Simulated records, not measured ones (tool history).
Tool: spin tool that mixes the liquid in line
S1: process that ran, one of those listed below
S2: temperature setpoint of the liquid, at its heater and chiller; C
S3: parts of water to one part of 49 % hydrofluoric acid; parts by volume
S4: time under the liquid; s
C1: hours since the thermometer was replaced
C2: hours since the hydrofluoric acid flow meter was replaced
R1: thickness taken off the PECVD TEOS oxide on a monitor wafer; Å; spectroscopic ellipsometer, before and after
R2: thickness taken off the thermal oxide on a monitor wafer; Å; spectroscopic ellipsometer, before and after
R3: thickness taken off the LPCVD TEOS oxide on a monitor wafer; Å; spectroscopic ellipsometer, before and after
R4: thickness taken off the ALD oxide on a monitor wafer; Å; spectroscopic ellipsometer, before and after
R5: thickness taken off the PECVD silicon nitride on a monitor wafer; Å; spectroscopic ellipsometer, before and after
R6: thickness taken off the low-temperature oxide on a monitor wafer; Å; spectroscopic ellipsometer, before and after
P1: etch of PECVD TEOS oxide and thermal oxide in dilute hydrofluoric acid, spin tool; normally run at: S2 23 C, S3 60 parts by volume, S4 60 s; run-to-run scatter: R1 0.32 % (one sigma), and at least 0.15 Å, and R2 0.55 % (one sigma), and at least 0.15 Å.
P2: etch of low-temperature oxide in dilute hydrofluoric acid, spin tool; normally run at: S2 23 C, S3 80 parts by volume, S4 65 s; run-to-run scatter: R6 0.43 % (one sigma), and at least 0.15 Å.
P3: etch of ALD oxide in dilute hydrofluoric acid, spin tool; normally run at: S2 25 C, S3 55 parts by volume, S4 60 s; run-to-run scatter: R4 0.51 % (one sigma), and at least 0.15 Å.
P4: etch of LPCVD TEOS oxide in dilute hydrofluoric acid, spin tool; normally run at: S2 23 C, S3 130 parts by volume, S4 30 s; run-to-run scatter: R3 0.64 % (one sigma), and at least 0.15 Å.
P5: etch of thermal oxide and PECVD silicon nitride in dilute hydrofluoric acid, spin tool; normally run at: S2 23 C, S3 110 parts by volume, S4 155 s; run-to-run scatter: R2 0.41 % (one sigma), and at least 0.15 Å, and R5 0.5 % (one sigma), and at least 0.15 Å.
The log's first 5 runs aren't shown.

run   hour  S1    S2   S3   S4      C1      C2      R1      R2  R3      R4      R5      R6
  6   80.2  P1    23   60   60  1193.9   891.5  119.54  45.623
  7   92.8  P1    23   60   60  1206.5   904.1  119.73  46.056
  8  104.4  P3    25   55   60  1218.1   915.7                      249.03
  9    118  P1    23   60  100  1231.7   929.3  198.99   75.69
 10  129.6  P5    23  110   15  1243.3   940.9          5.8566              7.0572
 11  139.2  P2    23   80   65  1252.9   950.5                                       165.4
 12  155.7  P2    23  140   65  1269.4     967                                       87.17
 13  171.2  P1    31   20   60  1284.9   982.5  524.96  199.54
 14  179.3  P3    17   55   60    1293   990.6                      178.85
 15  189.4  P5    23  110  155  1303.1  1000.7          59.951              74.385
 16  199.3  P2    17   80   65    1313  1010.6                                      127.22
 17  211.1  P1    23   95   60  1324.8  1022.4  72.191  27.683
 18  223.1  P3    25   55   60  1336.8  1034.4                      251.34
 19  241.3  P5    17  110  155    1355  1052.6          47.022              49.375
 20  258.7  P1  28.5   60   60  1372.4    1070  149.77  57.075
 21  272.1  P1    23   60   60  1385.8  1083.4   120.1   45.86

Forecast run 22:
 22  287.1  P2  23  80  110  1400.8  1098.4                       ?

R6: 276.88 Å
